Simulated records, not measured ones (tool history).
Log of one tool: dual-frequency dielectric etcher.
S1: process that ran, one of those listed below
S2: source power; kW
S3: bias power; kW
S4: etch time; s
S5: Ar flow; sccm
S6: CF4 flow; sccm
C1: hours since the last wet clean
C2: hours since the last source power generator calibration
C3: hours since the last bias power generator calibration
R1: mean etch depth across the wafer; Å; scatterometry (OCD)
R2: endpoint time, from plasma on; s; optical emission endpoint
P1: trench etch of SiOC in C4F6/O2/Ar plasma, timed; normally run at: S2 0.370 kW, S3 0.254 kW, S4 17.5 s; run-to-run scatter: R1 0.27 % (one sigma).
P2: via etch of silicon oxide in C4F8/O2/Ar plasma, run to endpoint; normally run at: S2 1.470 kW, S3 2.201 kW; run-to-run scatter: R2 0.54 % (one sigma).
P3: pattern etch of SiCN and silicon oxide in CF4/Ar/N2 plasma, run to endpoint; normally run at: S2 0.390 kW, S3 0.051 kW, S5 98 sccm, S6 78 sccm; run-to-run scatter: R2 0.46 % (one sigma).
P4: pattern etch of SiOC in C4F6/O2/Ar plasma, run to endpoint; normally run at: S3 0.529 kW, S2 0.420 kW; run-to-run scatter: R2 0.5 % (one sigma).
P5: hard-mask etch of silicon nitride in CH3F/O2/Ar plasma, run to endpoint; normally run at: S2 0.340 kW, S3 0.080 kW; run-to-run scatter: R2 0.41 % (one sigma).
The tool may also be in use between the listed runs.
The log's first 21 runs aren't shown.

{"run": 22, "day": 5.871, "S1": "P1", "S2": 0.37, "S3": 0.333, "S4": 17.5, "C1": 281.9, "C2": 23.8, "C3": 2563.3, "R1": 419.16}
{"run": 23, "day": 6.242, "S1": "P3", "S2": 0.39, "S3": 0.051, "S5": 73, "S6": 78, "C1": 290.8, "C2": 32.7, "C3": 2572.2, "R2": 15.575}
{"run": 24, "day": 6.471, "S1": "P1", "S2": 0.37, "S3": 0.191, "S4": 17.5, "C1": 296.3, "C2": 38.2, "C3": 2577.7, "R1": 347.82}
{"run": 25, "day": 6.692, "S1": "P4", "S2": 0.42, "S3": 0.308, "C1": 301.6, "C2": 43.5, "C3": 2583.0, "R2": 18.765}
{"run": 26, "day": 6.962, "S1": "P3", "S2": 0.23, "S3": 0.051, "S5": 98, "S6": 78, "C1": 308.1, "C2": 50.0, "C3": 2589.5, "R2": 26.006}
{"run": 27, "day": 7.146, "S1": "P1", "S2": 0.37, "S3": 0.254, "S4": 17.5, "C1": 312.5, "C2": 54.4, "C3": 2593.9, "R1": 383.01}
{"run": 28, "day": 7.329, "S1": "P2", "S2": 0.99, "S3": 2.201, "C1": 316.9, "C2": 58.8, "C3": 2598.3, "R2": 271.06}
{"run": 29, "day": 7.562, "S1": "P1", "S2": 0.44, "S3": 0.254, "S4": 17.5, "C1": 322.5, "C2": 64.4, "C3": 2603.9, "R1": 407.94}
{"run": 30, "day": 7.85, "S1": "P1", "S2": 0.37, "S3": 0.254, "S4": 17.5, "C1": 329.4, "C2": 71.3, "C3": 2610.8, "R1": 383.06}
{"run": 31, "day": 8.029, "S1": "P1", "S2": 0.37, "S3": 0.254, "S4": 17.5, "C1": 333.7, "C2": 75.6, "C3": 2615.1, "R1": 384.89}
{"run": 32, "day": 8.279, "S1": "P1", "S2": 0.37, "S3": 0.254, "S4": 17.5, "C1": 339.7, "C2": 81.6, "C3": 2621.1, "R1": 386.25}
{"run": 33, "day": 8.675, "S1": "P1", "S2": 0.37, "S3": 0.254, "S4": 17.5, "C1": 349.2, "C2": 91.1, "C3": 2630.6, "R1": 385.91}
{"run": 34, "day": 9.062, "S1": "P1", "S2": 0.37, "S3": 0.254, "S4": 17.5, "C1": 358.5, "C2": 100.4, "C3": 2639.9, "R1": 386.45}

Forecast run 35:
{"run": 35, "day": 9.433, "S1": "P1", "S2": 0.37, "S3": 0.254, "S4": 17.5, "C1": 367.4, "C2": 109.3, "C3": 2648.8, "R1": "?"}

R1: 388.31 Å
